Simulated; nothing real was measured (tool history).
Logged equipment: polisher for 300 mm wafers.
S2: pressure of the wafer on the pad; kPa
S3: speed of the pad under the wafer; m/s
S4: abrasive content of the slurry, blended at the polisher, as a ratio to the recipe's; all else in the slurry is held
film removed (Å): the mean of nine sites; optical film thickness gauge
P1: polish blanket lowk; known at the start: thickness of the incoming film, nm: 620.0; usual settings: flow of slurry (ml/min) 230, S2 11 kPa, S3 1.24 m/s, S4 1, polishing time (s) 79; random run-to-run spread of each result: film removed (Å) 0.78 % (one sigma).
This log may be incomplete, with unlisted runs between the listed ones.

Run 1, hour 5.2: flow of slurry (ml/min) 230, S2 11 kPa, S3 1.24 m/s, S4 1, polishing time (s) 79. Result: film removed (Å) 293.04.
Run 2, hour 11.1: flow of slurry (ml/min) 230, S2 11 kPa, S3 1.24 m/s, S4 1, polishing time (s) 79. Result: film removed (Å) 292.58.
Run 3, hour 21: flow of slurry (ml/min) 230, S2 11 kPa, S3 1.24 m/s, S4 1, polishing time (s) 79. Result: film removed (Å) 292.28.
Run 4, hour 29.7: flow of slurry (ml/min) 230, S2 11 kPa, S3 1.24 m/s, S4 1, polishing time (s) 119. Result: film removed (Å) 432.6.
Run 5, hour 41.5: flow of slurry (ml/min) 140, S2 11 kPa, S3 1.24 m/s, S4 1, polishing time (s) 79. Result: film removed (Å) 268.72.
Run 6, hour 52.1: flow of slurry (ml/min) 230, S2 11 kPa, S3 0.84 m/s, S4 1, polishing time (s) 79. Result: film removed (Å) 210.89.
Run 7, hour 59: flow of slurry (ml/min) 300, S2 11 kPa, S3 1.24 m/s, S4 1, polishing time (s) 79. Result: film removed (Å) 299.43.
Run 8, hour 71: flow of slurry (ml/min) 230, S2 16.5 kPa, S3 1.24 m/s, S4 1, polishing time (s) 79. Result: film removed (Å) 434.
Run 9, hour 76.4: flow of slurry (ml/min) 230, S2 11 kPa, S3 1.24 m/s, S4 1, polishing time (s) 79. Result: film removed (Å) 295.68.
At hour 81.7: slurry nozzle cleaned.
Run 10, hour 84.9: flow of slurry (ml/min) 230, S2 11 kPa, S3 1.24 m/s, S4 1, polishing time (s) 48. Result: film removed (Å) 175.29.
Run 11, hour 92: flow of slurry (ml/min) 330, S2 11 kPa, S3 0.78 m/s, S4 1, polishing time (s) 79. Result: film removed (Å) 206.72.
Run 12, hour 100.7: flow of slurry (ml/min) 230, S2 11 kPa, S3 1.24 m/s, S4 1, polishing time (s) 79. Result: film removed (Å) 286.53.
Run 13, hour 110.8: flow of slurry (ml/min) 230, S2 4.8 kPa, S3 1.24 m/s, S4 1, polishing time (s) 79. Result: film removed (Å) 127.01.
At hour 121.6: conditioning disc replaced and pad reconditioned.
Run 14, hour 122.2: flow of slurry (ml/min) 230, S2 11 kPa, S3 1.24 m/s, S4 0.55, polishing time (s) 79. Result: film removed (Å) 211.62.
Run 15, hour 133.1: flow of slurry (ml/min) 230, S2 11 kPa, S3 1.24 m/s, S4 1, polishing time (s) 79. Result: film removed (Å) 292.19.
Run 16, hour 141.3: flow of slurry (ml/min) 230, S2 11 kPa, S3 1.8 m/s, S4 1, polishing time (s) 79. Result: film removed (Å) 392.34.
Run 17, hour 153.1: flow of slurry (ml/min) 230, S2 11 kPa, S3 1.24 m/s, S4 1.4, polishing time (s) 79. Result: film removed (Å) 335.54.
Run 18, hour 162.1: flow of slurry (ml/min) 230, S2 11 kPa, S3 1.24 m/s, S4 1, polishing time (s) 79. Result: film removed (Å) 292.39.
Run 19, hour 171.5: flow of slurry (ml/min) 230, S2 11 kPa, S3 1.24 m/s, S4 1, polishing time (s) 79. Result: film removed (Å) 293.93.
Run 20, hour 178: flow of slurry (ml/min) 230, S2 11 kPa, S3 1.24 m/s, S4 1, polishing time (s) 79. Result: film removed (Å) 283.52.
Run 21, hour 186.7: flow of slurry (ml/min) 230, S2 11 kPa, S3 1.24 m/s, S4 1, polishing time (s) 79. Result: film removed (Å) 269.31.
Run 22, hour 192.6: flow of slurry (ml/min) 230, S2 11 kPa, S3 1.24 m/s, S4 1, polishing time (s) 79. Result: film removed (Å) 263.69.
Run 23, hour 204.2: flow of slurry (ml/min) 230, S2 11 kPa, S3 1.24 m/s, S4 1, polishing time (s) 79. Result: film removed (Å) 259.77.
At hour 207.6: slurry nozzle cleaned.
Run 24, hour 213.8: flow of slurry (ml/min) 230, S2 11 kPa, S3 1.24 m/s, S4 1, polishing time (s) 79. Result: film removed (Å) 259.2.
Run 25, hour 220.2: flow of slurry (ml/min) 230, S2 11 kPa, S3 1.24 m/s, S4 1, polishing time (s) 79. Result: film removed (Å) 257.72.
At hour 222.3: conditioning disc replaced and pad reconditioned.
At hour 222.7: head pressure recalibrated.
Run 26, hour 230.7: flow of slurry (ml/min) 230, S2 11 kPa, S3 1.24 m/s, S4 1, polishing time (s) 79. Result: film removed (Å) 257.34.
Run 27, hour 236.8: flow of slurry (ml/min) 230, S2 11 kPa, S3 1.24 m/s, S4 1, polishing time (s) 79. Result: film removed (Å) 254.97.
Run 28, hour 242.4: flow of slurry (ml/min) 230, S2 11 kPa, S3 1.24 m/s, S4 1, polishing time (s) 79. Result: film removed (Å) 259.33.

P1 no longer gives what it gave before; its output has crept away from where it was. The following 2 causes, each at its listed size, fit the log equally well:
A: abrasive missing from the slurry, % = 22.6
B: removal rate lost through wear of the pad, % = 11.7
Creep in the process output first set in at about hour 171.5.
All other causes, with the reason each is excluded:
slurry flow missing at the pad, %: serviced at hour 207.6, which brought nothing back
head's pressure below its setpoint, %: serviced at hour 222.7, which brought nothing back
time polished since the conditioner stopped cutting, s: serviced at hour 222.3, which brought nothing back

Consider the 4 check runs below, whose results appear as question marks and each of which averages 3 wafers. Which one distinguishes the causes, in that each cause would give it a clearly different result?
Run check 1, hour 248: flow of slurry (ml/min) 230, S2 15.9 kPa, S3 1.24 m/s, S4 1, polishing time (s) 79. Result: film removed (Å) ?.
Run check 2, hour 248: flow of slurry (ml/min) 230, S2 7.6 kPa, S3 1.24 m/s, S4 1, polishing time (s) 79. Result: film removed (Å) ?.
Run check 3, hour 248: flow of slurry (ml/min) 230, S2 11 kPa, S3 1.24 m/s, S4 0.6, polishing time (s) 79. Result: film removed (Å) ?.
Run check 4, hour 248: flow of slurry (ml/min) 140, S2 11 kPa, S3 1.24 m/s, S4 1, polishing time (s) 79. Result: film removed (Å) ?.

Check results expected under each cause:
  check            result    if A    if B
check 1  film removed (Å)   368.1  368.17
check 2  film removed (Å)  176.05  176.08
check 3  film removed (Å)   190.3  196.56
check 4  film removed (Å)  237.95     238
Smallest distance between any two causes, each pair judged by its most separating result, in per cent: check 1 0.02 %; check 2 0.02 %; check 3 3.24 %; check 4 0.02 %
Check 3 is the one run that separates the causes; every other check would come out nearly the same whichever cause is at work.

Here is what check 3 returned: film removed (Å) 190.93. Which cause is it?

It was cause A: abrasive missing from the slurry, %.
